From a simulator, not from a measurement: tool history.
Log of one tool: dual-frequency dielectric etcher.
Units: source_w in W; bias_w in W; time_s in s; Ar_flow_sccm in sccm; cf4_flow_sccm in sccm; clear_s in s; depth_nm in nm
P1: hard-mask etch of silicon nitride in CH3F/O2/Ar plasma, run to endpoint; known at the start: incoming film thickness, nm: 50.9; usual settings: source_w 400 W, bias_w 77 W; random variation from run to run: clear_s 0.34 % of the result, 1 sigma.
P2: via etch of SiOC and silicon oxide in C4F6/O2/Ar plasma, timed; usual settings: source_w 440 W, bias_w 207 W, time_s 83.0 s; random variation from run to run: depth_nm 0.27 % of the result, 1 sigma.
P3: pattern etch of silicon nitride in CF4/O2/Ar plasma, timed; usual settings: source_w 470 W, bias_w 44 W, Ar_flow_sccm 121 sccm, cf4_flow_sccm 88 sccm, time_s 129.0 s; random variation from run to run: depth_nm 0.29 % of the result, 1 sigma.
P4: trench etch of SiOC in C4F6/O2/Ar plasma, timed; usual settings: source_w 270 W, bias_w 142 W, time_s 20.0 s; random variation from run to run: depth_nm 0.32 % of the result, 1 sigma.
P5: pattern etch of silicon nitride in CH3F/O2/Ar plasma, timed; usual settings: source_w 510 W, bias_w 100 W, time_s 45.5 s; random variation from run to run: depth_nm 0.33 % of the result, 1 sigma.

run     day  process  source_w  bias_w  time_s  Ar_flow_sccm  cf4_flow_sccm  clear_s  depth_nm
  1   0.404       P1       400      77                                        70.552
  2   0.742       P4       270     142    11.0                                          18.173
  3   1.250       P5       400     100    45.5                                          36.217
  4   1.692       P1       400      77                                        71.057
  5   2.054       P5       510      77    45.5                                          36.214
  6   2.371       P4       270     188    20.0                                          36.301
  7   2.692       P2       440     293    83.0                                         113.110
  8   3.025       P3       640      44   129.0           121             88            283.760
  9   3.442       P2       440     207   118.0                                         142.630
 10   3.971       P1       400      77                                        70.818
 11   4.279       P2       440     207    83.0                                         100.410
 12   4.608       P1       400     106                                        62.714
 13   5.012       P4       270     142    20.0                                          32.990
 14   5.421       P1       300     105                                        70.719
 15   5.767       P4       200     142    20.0                                          29.339
 16   6.242       P1       400      77                                        70.564
 17   6.771       P3       470      44   129.0            90             88            224.920
 18   7.088       P1       400      77                                        71.024
 19   7.592       P5       510     100    25.5                                          22.269
 20   7.825       P3       470      61   129.0           121             88            244.380
 21   8.233       P1       400      77                                        71.090
 22   8.758       P1       400      77                                        70.789
 23   9.112       P3       470      44   129.0           121            121            226.310
 24   9.475       P1       300      77                                        79.607
 25   9.888       P3       470      44    95.5           121             88            159.670
 26  10.362       P3       470      44   129.0           121             88            215.460
 27  10.621       P1       530      77                                        63.540
 28  10.933       P5       510     100    45.5                                          39.483
 29  11.404       P1       400      55                                        79.336
 30  11.929       P2       570     207    83.0                                         111.240
 31  12.217       P1       400      77                                        71.217
 32  12.462       P1       400      77                                        70.603
 33  12.850       P1       400      77                                        70.106
 34  13.338       P1       400      77                                        69.894
     13.529  -- wet clean of the chamber
 35  13.808       P1       400      77                                        69.812
 36  14.092       P1       400      77                                        69.699
 37  14.329       P1       400      77                                        69.647

What P1 gives has crept away from where it was. These 2 causes fit the log equally well, each at the size given:
A: source power that arrives over what is set, % = 4.55
B: bias power that arrives over what is set, % = 4.93
The creep began at about day 12.217.
Why every other cause is out:
chamber walls in a state that raises the etch rate, %: serviced at day 13.529, which brought nothing back

4 check runs are offered, one wafer each, their results left as question marks. Which one tells the causes apart?
check 1  14.567       P5       420     100    29.0                                               ?
check 2  14.567       P3       610      44   129.0           121             88                  ?
check 3  14.567       P2       520     207    83.0                                               ?
check 4  14.567       P4       200     142    11.0                                               ?

What each check would give under each cause:
  check    result     if A     if B
check 1  depth_nm   23.895   23.921
check 2  depth_nm  282.030  276.270
check 3  depth_nm  109.020  108.860
check 4  depth_nm   16.432   16.400
How far apart the two closest causes lie, in the result that separates them most: check 1 0.11 %; check 2 2.06 %; check 3 0.15 %; check 4 0.2 %
Check 2 tells the causes apart: in the others they would give nearly the same result.

Then check 2 was run and gave: depth_nm 283.010 nm. Which cause is it?

It is A: source power that arrives over what is set, %.
